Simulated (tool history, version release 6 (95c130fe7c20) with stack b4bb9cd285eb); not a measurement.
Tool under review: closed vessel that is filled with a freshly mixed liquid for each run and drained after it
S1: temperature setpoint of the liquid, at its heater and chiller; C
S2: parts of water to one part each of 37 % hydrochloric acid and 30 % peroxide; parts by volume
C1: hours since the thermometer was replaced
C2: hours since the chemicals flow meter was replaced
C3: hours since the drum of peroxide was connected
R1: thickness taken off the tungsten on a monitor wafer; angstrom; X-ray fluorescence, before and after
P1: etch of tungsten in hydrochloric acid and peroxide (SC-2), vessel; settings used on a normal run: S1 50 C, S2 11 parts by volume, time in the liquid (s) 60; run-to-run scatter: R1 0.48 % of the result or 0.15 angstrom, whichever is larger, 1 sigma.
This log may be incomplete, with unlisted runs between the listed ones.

{"run": 1, "day": 0.208, "S1": 50, "S2": 11, "time in the liquid (s)": 60, "C1": 1315.7, "C2": 619.4, "C3": 740.9, "R1": 110.84}
{"run": 2, "day": 0.604, "S1": 50, "S2": 11, "time in the liquid (s)": 60, "C1": 1325.2, "C2": 628.9, "C3": 750.4, "R1": 110.61}
{"day": 0.608, "done": "new drum of peroxide connected"}
{"run": 3, "day": 0.971, "S1": 50, "S2": 11, "time in the liquid (s)": 60, "C1": 1334, "C2": 637.7, "C3": 8.7, "R1": 110.85}
{"run": 4, "day": 1.404, "S1": 39.5, "S2": 11, "time in the liquid (s)": 30, "C1": 1344.4, "C2": 648.1, "C3": 19.1, "R1": 26.65}
{"run": 5, "day": 1.833, "S1": 59.5, "S2": 11, "time in the liquid (s)": 60, "C1": 1354.7, "C2": 658.4, "C3": 29.4, "R1": 203.54}
{"run": 6, "day": 2.117, "S1": 50, "S2": 11, "time in the liquid (s)": 110, "C1": 1361.5, "C2": 665.2, "C3": 36.2, "R1": 204.02}
{"run": 7, "day": 2.45, "S1": 50, "S2": 4, "time in the liquid (s)": 60, "C1": 1369.5, "C2": 673.2, "C3": 44.2, "R1": 240.02}
{"run": 8, "day": 2.775, "S1": 50, "S2": 19.5, "time in the liquid (s)": 60, "C1": 1377.3, "C2": 681, "C3": 52, "R1": 67.281}
{"run": 9, "day": 3.142, "S1": 50, "S2": 11, "time in the liquid (s)": 60, "C1": 1386.1, "C2": 689.8, "C3": 60.8, "R1": 110.7}
{"run": 10, "day": 3.371, "S1": 37, "S2": 11, "time in the liquid (s)": 60, "C1": 1391.6, "C2": 695.3, "C3": 66.3, "R1": 45.438}
{"run": 11, "day": 3.683, "S1": 50, "S2": 11, "time in the liquid (s)": 30, "C1": 1399.1, "C2": 702.8, "C3": 73.8, "R1": 55.102}
{"run": 12, "day": 4.133, "S1": 50, "S2": 11, "time in the liquid (s)": 60, "C1": 1409.9, "C2": 713.6, "C3": 84.6, "R1": 111.23}
{"run": 13, "day": 4.425, "S1": 50, "S2": 11, "time in the liquid (s)": 60, "C1": 1416.9, "C2": 720.6, "C3": 91.6, "R1": 104.76}
{"run": 14, "day": 4.633, "S1": 50, "S2": 11, "time in the liquid (s)": 60, "C1": 1421.9, "C2": 725.6, "C3": 96.6, "R1": 104.27}
{"day": 4.854, "done": "new drum of peroxide connected"}
{"run": 15, "day": 5.017, "S1": 50, "S2": 11, "time in the liquid (s)": 60, "C1": 1431.1, "C2": 734.8, "C3": 3.9, "R1": 101.25}
{"run": 16, "day": 5.425, "S1": 50, "S2": 11, "time in the liquid (s)": 60, "C1": 1440.9, "C2": 744.6, "C3": 13.7, "R1": 101.36}
{"run": 17, "day": 5.775, "S1": 50, "S2": 11, "time in the liquid (s)": 60, "C1": 1449.3, "C2": 753, "C3": 22.1, "R1": 100.19}
{"run": 18, "day": 6.062, "S1": 50, "S2": 11, "time in the liquid (s)": 60, "C1": 1456.2, "C2": 759.9, "C3": 29, "R1": 100.59}

Something has made what P1 gives creep away from where it was; the 2 causes below, each at its own stated size, fit the log equally well:
A: chemicals flow below the setpoint (%) = 11
B: liquid colder than its thermometer reads (K) = 1.49
Creep in the process output first set in at about day 4.133.
Excluded causes, each with its reason:
peroxide weaker than its label (%): serviced after onset, at day 4.854, with no recovery of the prior output

The list below offers 4 check runs, each averaging the results of 3 wafers, and shows each result as a question mark. For which of them would the listed causes give clearly different results?
{"run": "check 1", "day": 6.35, "S1": 50, "S2": 4, "time in the liquid (s)": 30, "R1": "?"}
{"run": "check 2", "day": 6.35, "S1": 50, "S2": 19, "time in the liquid (s)": 30, "R1": "?"}
{"run": "check 3", "day": 6.35, "S1": 42, "S2": 11, "time in the liquid (s)": 90, "R1": "?"}
{"run": "check 4", "day": 6.35, "S1": 44, "S2": 11, "time in the liquid (s)": 90, "R1": "?"}

What each check would give under each cause:
check=check_1 result=R1 if_A=110.85 if_B=108.58
check=check_2 result=R1 if_A=30.832 if_B=31.023
check=check_3 result=R1 if_A=87.032 if_B=86.559
check=check_4 result=R1 if_A=100.04 if_B=99.631
Minimum pairwise separation of causes per check, each pair taken at its best-separating result: check 1 2.07 %; check 2 0.62 %; check 3 0.55 %; check 4 0.41 %
Check 1 is the one run that separates the causes; every other check would come out nearly the same whichever cause is at work.

With check 1 done, the readings were: R1 108.18 angstrom. Identify which of the listed causes applies.

B is the cause: liquid colder than its thermometer reads (K).

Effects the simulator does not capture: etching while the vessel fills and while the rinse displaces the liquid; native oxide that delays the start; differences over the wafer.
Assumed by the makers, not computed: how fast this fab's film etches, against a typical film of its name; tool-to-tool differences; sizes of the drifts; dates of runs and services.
